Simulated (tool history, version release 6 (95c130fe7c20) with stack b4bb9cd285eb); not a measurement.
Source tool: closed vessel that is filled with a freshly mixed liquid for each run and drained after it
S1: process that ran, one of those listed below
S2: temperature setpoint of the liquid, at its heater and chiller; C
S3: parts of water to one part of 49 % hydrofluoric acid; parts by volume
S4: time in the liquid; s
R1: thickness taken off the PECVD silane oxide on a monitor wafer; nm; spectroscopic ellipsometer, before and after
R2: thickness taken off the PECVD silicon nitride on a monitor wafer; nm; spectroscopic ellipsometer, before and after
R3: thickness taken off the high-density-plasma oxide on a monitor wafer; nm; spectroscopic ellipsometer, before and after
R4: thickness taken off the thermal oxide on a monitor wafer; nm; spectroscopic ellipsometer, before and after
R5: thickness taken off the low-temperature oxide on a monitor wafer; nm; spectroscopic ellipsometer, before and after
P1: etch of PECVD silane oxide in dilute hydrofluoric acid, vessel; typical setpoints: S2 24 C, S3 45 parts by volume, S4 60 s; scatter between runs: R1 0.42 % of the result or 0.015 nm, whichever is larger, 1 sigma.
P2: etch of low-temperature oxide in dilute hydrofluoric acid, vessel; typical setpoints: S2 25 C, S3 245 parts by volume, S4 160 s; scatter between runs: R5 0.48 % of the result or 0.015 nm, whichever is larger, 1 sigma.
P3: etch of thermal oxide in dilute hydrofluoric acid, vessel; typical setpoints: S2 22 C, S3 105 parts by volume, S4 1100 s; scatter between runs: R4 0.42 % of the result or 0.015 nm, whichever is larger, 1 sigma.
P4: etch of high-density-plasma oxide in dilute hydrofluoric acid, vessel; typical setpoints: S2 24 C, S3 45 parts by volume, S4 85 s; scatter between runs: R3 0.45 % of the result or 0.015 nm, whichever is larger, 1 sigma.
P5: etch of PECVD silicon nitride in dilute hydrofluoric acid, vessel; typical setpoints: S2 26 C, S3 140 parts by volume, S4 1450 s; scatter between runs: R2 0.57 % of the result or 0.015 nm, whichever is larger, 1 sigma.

{"run": 1, "hour": 12.8, "S1": "P1", "S2": 24, "S3": 45, "S4": 60, "R1": 33.801}
{"run": 2, "hour": 22.6, "S1": "P5", "S2": 18.5, "S3": 140, "S4": 1450, "R2": 33.083}
{"run": 3, "hour": 37.0, "S1": "P4", "S2": 24, "S3": 45, "S4": 165, "R3": 20.211}
{"run": 4, "hour": 49.2, "S1": "P3", "S2": 22, "S3": 155, "S4": 1100, "R4": 30.15}
{"run": 5, "hour": 58.3, "S1": "P5", "S2": 26, "S3": 140, "S4": 1450, "R2": 54.355}
{"run": 6, "hour": 71.0, "S1": "P1", "S2": 24, "S3": 45, "S4": 60, "R1": 33.625}
{"run": 7, "hour": 84.6, "S1": "P3", "S2": 22, "S3": 105, "S4": 1100, "R4": 46.783}
{"run": 8, "hour": 94.0, "S1": "P3", "S2": 22, "S3": 105, "S4": 1100, "R4": 46.728}
{"run": 9, "hour": 104.3, "S1": "P1", "S2": 17.5, "S3": 45, "S4": 60, "R1": 25.441}
{"run": 10, "hour": 115.0, "S1": "P1", "S2": 24, "S3": 45, "S4": 60, "R1": 34.048}
{"run": 11, "hour": 122.3, "S1": "P5", "S2": 26, "S3": 30, "S4": 1450, "R2": 247.68}
{"run": 12, "hour": 133.5, "S1": "P3", "S2": 22, "S3": 105, "S4": 2080, "R4": 89.178}
{"run": 13, "hour": 141.4, "S1": "P4", "S2": 24, "S3": 45, "S4": 85, "R3": 10.343}
{"run": 14, "hour": 152.1, "S1": "P1", "S2": 24, "S3": 45, "S4": 30, "R1": 16.862}
{"run": 15, "hour": 163.7, "S1": "P2", "S2": 25, "S3": 245, "S4": 160, "R5": 13.123}
{"run": 16, "hour": 173.2, "S1": "P3", "S2": 17, "S3": 105, "S4": 1100, "R4": 37.911}
{"run": 17, "hour": 184.7, "S1": "P2", "S2": 25, "S3": 245, "S4": 235, "R5": 19.271}
{"run": 18, "hour": 193.0, "S1": "P2", "S2": 25, "S3": 245, "S4": 160, "R5": 13.036}
{"run": 19, "hour": 201.8, "S1": "P2", "S2": 25, "S3": 85, "S4": 160, "R5": 45.458}
{"run": 20, "hour": 212.3, "S1": "P5", "S2": 26, "S3": 140, "S4": 2365, "R2": 87.863}
{"run": 21, "hour": 224.4, "S1": "P5", "S2": 26, "S3": 140, "S4": 1450, "R2": 54.586}
{"run": 22, "hour": 232.2, "S1": "P1", "S2": 24, "S3": 60, "S4": 30, "R1": 12.475}
{"run": 23, "hour": 241.9, "S1": "P1", "S2": 24, "S3": 45, "S4": 60, "R1": 33.786}
{"run": 24, "hour": 249.3, "S1": "P2", "S2": 19, "S3": 245, "S4": 160, "R5": 10.54}
{"run": 25, "hour": 264.1, "S1": "P1", "S2": 24, "S3": 60, "S4": 60, "R1": 24.882}
{"run": 26, "hour": 276.1, "S1": "P1", "S2": 24, "S3": 45, "S4": 60, "R1": 33.853}
{"run": 27, "hour": 284.3, "S1": "P1", "S2": 24, "S3": 45, "S4": 60, "R1": 33.784}
{"run": 28, "hour": 293.8, "S1": "P1", "S2": 24, "S3": 45, "S4": 115, "R1": 64.519}
{"run": 29, "hour": 301.3, "S1": "P1", "S2": 30.5, "S3": 45, "S4": 60, "R1": 43.931}
{"run": 30, "hour": 313.9, "S1": "P4", "S2": 28.5, "S3": 45, "S4": 85, "R3": 12.473}
{"run": 31, "hour": 326.7, "S1": "P1", "S2": 24, "S3": 25, "S4": 60, "R1": 62.194}
{"run": 32, "hour": 333.9, "S1": "P4", "S2": 24, "S3": 75, "S4": 85, "R3": 6.0358}
{"run": 33, "hour": 345.5, "S1": "P1", "S2": 24, "S3": 45, "S4": 60, "R1": 33.809}
{"run": 34, "hour": 358.5, "S1": "P1", "S2": 24, "S3": 45, "S4": 60, "R1": 35.201}
{"run": 35, "hour": 370.6, "S1": "P1", "S2": 24, "S3": 45, "S4": 60, "R1": 35.931}
{"run": 36, "hour": 383.0, "S1": "P1", "S2": 24, "S3": 45, "S4": 60, "R1": 36.254}
{"run": 37, "hour": 397.8, "S1": "P1", "S2": 24, "S3": 45, "S4": 60, "R1": 36.506}
{"run": 38, "hour": 412.3, "S1": "P1", "S2": 24, "S3": 45, "S4": 60, "R1": 36.719}
{"run": 39, "hour": 425.2, "S1": "P1", "S2": 24, "S3": 45, "S4": 60, "R1": 36.725}

P1 has crept away from where it was. The log is fitted equally well by each of these 2 causes, at the sizes shown:
A: hydrofluoric acid flow above the setpoint (%) = 8.55
B: liquid hotter than its thermometer reads (K) = 2.12
At approximately hour 345.5, the process output began to creep.

Each of the 4 check runs below uses one wafer; its results are left as question marks. Which run tells the causes apart?
{"run": "check 1", "hour": 438.1, "S1": "P4", "S2": 28.5, "S3": 45, "S4": 160, "R3": "?"}
{"run": "check 2", "hour": 438.1, "S1": "P3", "S2": 17, "S3": 105, "S4": 2055, "R4": "?"}
{"run": "check 3", "hour": 438.1, "S1": "P2", "S2": 22, "S3": 95, "S4": 160, "R5": "?"}
{"run": "check 4", "hour": 438.1, "S1": "P5", "S2": 23, "S3": 50, "S4": 1450, "R2": "?"}

How each check would come out, cause by cause:
check=check_1 result=R3 if_A=25.571 if_B=25.485
check=check_2 result=R4 if_A=77.867 if_B=77.688
check=check_3 result=R5 if_A=38.984 if_B=38.756
check=check_4 result=R2 if_A=132.72 if_B=141.31
Per-check spread between the two closest causes, in the result where they differ most: check 1 0.34 %; check 2 0.23 %; check 3 0.59 %; check 4 6.28 %
Check 4 distinguishes between the causes, while the remaining checks would return nearly the same result for all of them.

After running check 4, the following was obtained: R2 140.61 nm. Which cause does this point to?

Of the candidate causes, it is B: liquid hotter than its thermometer reads (K).

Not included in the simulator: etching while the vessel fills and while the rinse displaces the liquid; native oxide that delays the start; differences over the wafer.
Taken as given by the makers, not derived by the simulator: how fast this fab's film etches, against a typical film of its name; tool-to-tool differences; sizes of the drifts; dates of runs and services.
